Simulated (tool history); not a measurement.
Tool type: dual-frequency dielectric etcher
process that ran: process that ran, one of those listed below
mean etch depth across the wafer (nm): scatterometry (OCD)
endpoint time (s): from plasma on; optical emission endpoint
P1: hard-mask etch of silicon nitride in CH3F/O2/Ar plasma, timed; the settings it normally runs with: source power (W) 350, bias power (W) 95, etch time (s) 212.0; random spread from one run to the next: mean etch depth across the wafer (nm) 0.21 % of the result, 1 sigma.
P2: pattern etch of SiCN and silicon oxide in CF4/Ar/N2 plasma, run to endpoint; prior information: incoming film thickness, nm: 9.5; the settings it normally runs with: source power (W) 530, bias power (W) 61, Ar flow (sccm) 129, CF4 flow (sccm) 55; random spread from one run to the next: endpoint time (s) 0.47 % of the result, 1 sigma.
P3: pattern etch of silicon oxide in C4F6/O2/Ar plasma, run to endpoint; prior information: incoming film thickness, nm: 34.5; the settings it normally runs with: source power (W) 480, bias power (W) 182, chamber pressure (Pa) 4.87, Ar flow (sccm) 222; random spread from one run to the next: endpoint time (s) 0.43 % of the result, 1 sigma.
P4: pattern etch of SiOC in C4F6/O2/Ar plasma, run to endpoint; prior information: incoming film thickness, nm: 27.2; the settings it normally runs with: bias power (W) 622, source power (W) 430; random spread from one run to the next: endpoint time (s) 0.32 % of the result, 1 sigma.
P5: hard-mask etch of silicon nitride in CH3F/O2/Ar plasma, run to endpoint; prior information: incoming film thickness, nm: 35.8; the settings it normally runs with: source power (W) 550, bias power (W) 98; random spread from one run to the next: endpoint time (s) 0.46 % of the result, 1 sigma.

run	hour	process that ran	source power (W)	bias power (W)	etch time (s)	Ar flow (sccm)	CF4 flow (sccm)	chamber pressure (Pa)	hours since the last wet clean	hours since the last source power generator calibration	hours since the last bias power generator calibration	mean etch depth across the wafer (nm)	endpoint time (s)
1	6.9	P1	350	95	212.0				71.1	977.8	1824.9	157.660	
2	16.9	P4	580	622					81.1	987.8	1834.9		7.3039
3	24.9	P2	530	61		100	55		89.1	995.8	1842.9		10.7260
4	37.1	P3	340	182		222		4.87	101.3	1008.0	1855.1		11.4980
5	48.1	P1	240	95	212.0				112.3	1019.0	1866.1	137.400	
6	55.4	P1	350	95	212.0				119.6	1026.3	1873.4	158.760	
7	65.8	P5	550	79					130.0	1036.7	1883.8		44.3300
8	76.3	P3	480	182		273		4.87	140.5	1047.2	1894.3		10.4230
9	87.3	P5	550	98					151.5	1058.2	1905.3		40.9690
10	93.1	P4	430	406					157.3	1064.0	1911.1		9.6036
11	103.0	P1	350	56	212.0				167.2	1073.9	1921.0	131.660	
12	112.3	P1	260	95	308.0				176.5	1083.2	1930.3	205.970	
13	121.0	P1	350	95	212.0				185.2	1091.9	1939.0	157.910	
# hour 128.7: bias power generator calibrated
14	131.3	P2	530	61		129	55		195.5	1102.2	2.6		11.2610
15	142.8	P2	530	61		129	55		207.0	1113.7	14.1		11.1590
16	149.4	P5	550	98					213.6	1120.3	20.7		41.0210
17	156.4	P5	690	98					220.6	1127.3	27.7		37.5960
18	166.3	P3	480	182		222		4.87	230.5	1137.2	37.6		10.1470
# hour 175.2: wet clean of the chamber
19	178.3	P1	350	95	116.5				3.2	1149.2	49.6	86.847	
20	189.1	P2	690	61		129	55		14.0	1160.0	60.4		8.8813
21	201.1	P1	350	95	300.0				26.0	1172.0	72.4	223.840	
22	210.5	P4	430	622					35.4	1181.4	81.8		8.1909
23	220.9	P1	350	95	212.0				45.8	1191.8	92.2	157.970	
24	228.8	P1	410	121	212.0				53.7	1199.7	100.1	183.880	
25	238.0	P1	490	95	212.0				62.9	1208.9	109.3	179.640	
26	248.9	P2	530	49		129	55		73.8	1219.8	120.2		12.1070
27	260.2	P3	480	182		222		3.40	85.1	1231.1	131.5		9.7291
28	267.4	P3	480	112		222		4.87	92.3	1238.3	138.7		11.6640
29	273.8	P1	350	95	212.0				98.7	1244.7	145.1	157.530	
30	284.6	P4	430	622					109.5	1255.5	155.9		8.1250
31	295.8	P1	350	134	212.0				120.7	1266.7	167.1	180.220	
32	301.3	P2	530	61		129	40		126.2	1272.2	172.6		11.8890
33	309.0	P1	350	95	212.0				133.9	1279.9	180.3	158.030	
34	321.6	P1	350	95	212.0				146.5	1292.5	192.9	157.280	
35	331.2	P1	350	95	212.0				156.1	1302.1	202.5	156.740	
36	337.4	P1	350	95	212.0				162.3	1308.3	208.7	156.780	
37	346.4	P1	350	95	212.0				171.3	1317.3	217.7	155.900	
38	358.0	P1	350	95	212.0				182.9	1328.9	229.3	155.590	
39	364.0	P1	350	95	212.0				188.9	1334.9	235.3	155.760	
# hour 369.2: wet clean of the chamber
40	373.3	P1	350	95	212.0				4.1	1344.2	244.6	155.340	
41	384.3	P1	350	95	212.0				15.1	1355.2	255.6	155.550	
42	395.4	P1	350	95	212.0				26.2	1366.3	266.7	155.770	
43	405.8	P1	350	95	212.0				36.6	1376.7	277.1	155.130	
44	415.4	P1	350	95	212.0				46.2	1386.3	286.7	155.320	

The log shows P1 creeping away from where it was. Any of the 2 causes listed here, at the size stated for it, fits the log just as well as the others:
A: bias power that arrives under what is set, % = 4.77
B: source power that arrives under what is set, % = 4.69
At approximately hour 309.0, the process output began to creep.
Other possible causes, and why each is ruled out:
chamber walls in a state that lowers the etch rate, %: was serviced at hour 369.2, once the creep was under way, yet the earlier output never came back

You are offered 4 check runs, listed below with question marks in place of their results; each one averages 2 wafers. Which run separates the listed causes by giving clearly different results for each?
check 1	425.0	P3	480	182		222		4.87					?
check 2	425.0	P2	530	61		129	55						?
check 3	425.0	P5	550	98									?
check 4	425.0	P4	430	622									?

If the cause were each of the candidates in turn, the checks would give the following:
check	result	if A	if B
check 1	endpoint time (s)	10.2710	10.3080
check 2	endpoint time (s)	11.4000	11.6900
check 3	endpoint time (s)	41.6850	41.7110
check 4	endpoint time (s)	8.3185	8.3093
Distance between the nearest two causes, measured in the result of the check that separates them most: check 1 0.36 %; check 2 2.52 %; check 3 0.06 %; check 4 0.11 %
Only check 2 tells the causes apart: in the others they would give nearly the same result.

Running check 2 produced the following: endpoint time (s) 11.3220. Which one of the listed causes fits?

Of the candidate causes, it is A: bias power that arrives under what is set, %.
